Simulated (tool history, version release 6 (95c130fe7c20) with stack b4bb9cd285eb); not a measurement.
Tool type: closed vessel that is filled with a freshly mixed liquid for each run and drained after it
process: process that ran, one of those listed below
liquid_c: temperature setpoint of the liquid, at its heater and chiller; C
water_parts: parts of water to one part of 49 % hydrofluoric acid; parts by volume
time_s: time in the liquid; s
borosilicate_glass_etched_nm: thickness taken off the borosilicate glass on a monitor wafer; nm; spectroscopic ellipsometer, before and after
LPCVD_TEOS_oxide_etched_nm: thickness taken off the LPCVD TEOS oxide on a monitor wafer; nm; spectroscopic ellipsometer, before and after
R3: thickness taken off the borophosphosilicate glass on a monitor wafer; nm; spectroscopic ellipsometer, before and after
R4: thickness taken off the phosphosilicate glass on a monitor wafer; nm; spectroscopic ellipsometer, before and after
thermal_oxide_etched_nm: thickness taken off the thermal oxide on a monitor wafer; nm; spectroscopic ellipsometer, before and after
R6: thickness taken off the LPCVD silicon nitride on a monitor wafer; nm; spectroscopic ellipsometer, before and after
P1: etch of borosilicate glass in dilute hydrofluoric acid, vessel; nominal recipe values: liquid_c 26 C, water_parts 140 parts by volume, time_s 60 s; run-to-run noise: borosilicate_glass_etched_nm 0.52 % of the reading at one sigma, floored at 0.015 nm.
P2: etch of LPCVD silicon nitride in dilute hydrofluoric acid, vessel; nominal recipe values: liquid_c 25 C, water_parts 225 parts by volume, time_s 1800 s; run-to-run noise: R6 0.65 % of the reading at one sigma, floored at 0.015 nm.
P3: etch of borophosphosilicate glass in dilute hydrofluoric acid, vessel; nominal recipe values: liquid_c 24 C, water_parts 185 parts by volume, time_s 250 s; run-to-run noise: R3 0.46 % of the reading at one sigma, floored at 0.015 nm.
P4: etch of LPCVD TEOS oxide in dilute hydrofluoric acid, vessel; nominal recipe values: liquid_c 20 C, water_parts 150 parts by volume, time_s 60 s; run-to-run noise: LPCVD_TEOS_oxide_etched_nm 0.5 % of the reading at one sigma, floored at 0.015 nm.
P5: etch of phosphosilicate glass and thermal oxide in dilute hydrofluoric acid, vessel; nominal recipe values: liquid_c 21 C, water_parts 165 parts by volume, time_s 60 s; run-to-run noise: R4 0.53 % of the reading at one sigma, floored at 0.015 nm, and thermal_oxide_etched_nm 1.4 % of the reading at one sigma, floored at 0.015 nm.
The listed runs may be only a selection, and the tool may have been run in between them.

{"run": 1, "hour": 3.1, "process": "P1", "liquid_c": 26, "water_parts": 140, "time_s": 60, "borosilicate_glass_etched_nm": 12.975}
{"run": 2, "hour": 6.0, "process": "P1", "liquid_c": 30.5, "water_parts": 140, "time_s": 90, "borosilicate_glass_etched_nm": 22.7}
{"run": 3, "hour": 10.4, "process": "P4", "liquid_c": 20, "water_parts": 150, "time_s": 85, "LPCVD_TEOS_oxide_etched_nm": 7.8546}
{"run": 4, "hour": 13.2, "process": "P1", "liquid_c": 26, "water_parts": 140, "time_s": 60, "borosilicate_glass_etched_nm": 12.823}
{"run": 5, "hour": 15.1, "process": "P1", "liquid_c": 26, "water_parts": 140, "time_s": 110, "borosilicate_glass_etched_nm": 23.582}
{"run": 6, "hour": 17.3, "process": "P1", "liquid_c": 26, "water_parts": 140, "time_s": 30, "borosilicate_glass_etched_nm": 6.3934}
{"run": 7, "hour": 20.4, "process": "P1", "liquid_c": 19, "water_parts": 140, "time_s": 60, "borosilicate_glass_etched_nm": 9.7198}
{"run": 8, "hour": 22.6, "process": "P3", "liquid_c": 24, "water_parts": 185, "time_s": 250, "R3": 56.783}
{"run": 9, "hour": 25.2, "process": "P3", "liquid_c": 24, "water_parts": 185, "time_s": 435, "R3": 99.184}
{"run": 10, "hour": 29.2, "process": "P1", "liquid_c": 26, "water_parts": 140, "time_s": 60, "borosilicate_glass_etched_nm": 12.823}
{"run": 11, "hour": 31.6, "process": "P5", "liquid_c": 21, "water_parts": 165, "time_s": 30, "R4": 30.509, "thermal_oxide_etched_nm": 0.67805}
{"run": 12, "hour": 35.6, "process": "P3", "liquid_c": 30.5, "water_parts": 185, "time_s": 250, "R3": 71.516}
{"run": 13, "hour": 37.7, "process": "P2", "liquid_c": 25, "water_parts": 225, "time_s": 3510, "R6": 8.6563}
{"run": 14, "hour": 40.0, "process": "P1", "liquid_c": 26, "water_parts": 140, "time_s": 60, "borosilicate_glass_etched_nm": 12.815}
{"run": 15, "hour": 43.8, "process": "P5", "liquid_c": 25, "water_parts": 165, "time_s": 60, "R4": 72.317, "thermal_oxide_etched_nm": 1.6023}
{"run": 16, "hour": 48.2, "process": "P1", "liquid_c": 26, "water_parts": 205, "time_s": 60, "borosilicate_glass_etched_nm": 8.097}
{"run": 17, "hour": 50.4, "process": "P1", "liquid_c": 26, "water_parts": 140, "time_s": 60, "borosilicate_glass_etched_nm": 12.83}
{"run": 18, "hour": 53.9, "process": "P2", "liquid_c": 25, "water_parts": 395, "time_s": 1800, "R6": 2.5059}
{"run": 19, "hour": 57.8, "process": "P5", "liquid_c": 21, "water_parts": 165, "time_s": 60, "R4": 61.188, "thermal_oxide_etched_nm": 1.4045}
{"run": 20, "hour": 60.8, "process": "P4", "liquid_c": 20, "water_parts": 150, "time_s": 60, "LPCVD_TEOS_oxide_etched_nm": 5.5843}
{"run": 21, "hour": 65.0, "process": "P1", "liquid_c": 26, "water_parts": 55, "time_s": 105, "borosilicate_glass_etched_nm": 63.614}
{"run": 22, "hour": 68.2, "process": "P2", "liquid_c": 25, "water_parts": 225, "time_s": 1800, "R6": 4.4263}
{"run": 23, "hour": 70.6, "process": "P4", "liquid_c": 20, "water_parts": 150, "time_s": 60, "LPCVD_TEOS_oxide_etched_nm": 5.5312}
{"run": 24, "hour": 73.1, "process": "P4", "liquid_c": 20, "water_parts": 40, "time_s": 60, "LPCVD_TEOS_oxide_etched_nm": 23.508}
{"run": 25, "hour": 75.8, "process": "P1", "liquid_c": 32, "water_parts": 140, "time_s": 60, "borosilicate_glass_etched_nm": 16.051}
{"run": 26, "hour": 78.4, "process": "P5", "liquid_c": 21, "water_parts": 165, "time_s": 60, "R4": 61.179, "thermal_oxide_etched_nm": 1.4151}
{"run": 27, "hour": 80.8, "process": "P1", "liquid_c": 26, "water_parts": 40, "time_s": 60, "borosilicate_glass_etched_nm": 51.275}
{"run": 28, "hour": 84.8, "process": "P2", "liquid_c": 21.5, "water_parts": 225, "time_s": 1800, "R6": 3.5144}
{"run": 29, "hour": 88.6, "process": "P3", "liquid_c": 24, "water_parts": 75, "time_s": 250, "R3": 160.51}
{"run": 30, "hour": 92.9, "process": "P4", "liquid_c": 17, "water_parts": 150, "time_s": 60, "LPCVD_TEOS_oxide_etched_nm": 4.8838}
{"run": 31, "hour": 95.2, "process": "P5", "liquid_c": 21, "water_parts": 40, "time_s": 60, "R4": 288.13, "thermal_oxide_etched_nm": 6.6794}
{"run": 32, "hour": 98.5, "process": "P1", "liquid_c": 26, "water_parts": 140, "time_s": 60, "borosilicate_glass_etched_nm": 12.741}
{"run": 33, "hour": 102.4, "process": "P1", "liquid_c": 26, "water_parts": 140, "time_s": 60, "borosilicate_glass_etched_nm": 13.252}
{"run": 34, "hour": 105.8, "process": "P1", "liquid_c": 26, "water_parts": 140, "time_s": 60, "borosilicate_glass_etched_nm": 13.34}
{"run": 35, "hour": 108.6, "process": "P1", "liquid_c": 26, "water_parts": 140, "time_s": 60, "borosilicate_glass_etched_nm": 13.537}

Run 36 comes next. What will it give?
{"run": 36, "hour": 112.6, "process": "P1", "liquid_c": 26, "water_parts": 140, "time_s": 60, "borosilicate_glass_etched_nm": "?"}

Logged for run 36: borosilicate_glass_etched_nm 13.668 nm.
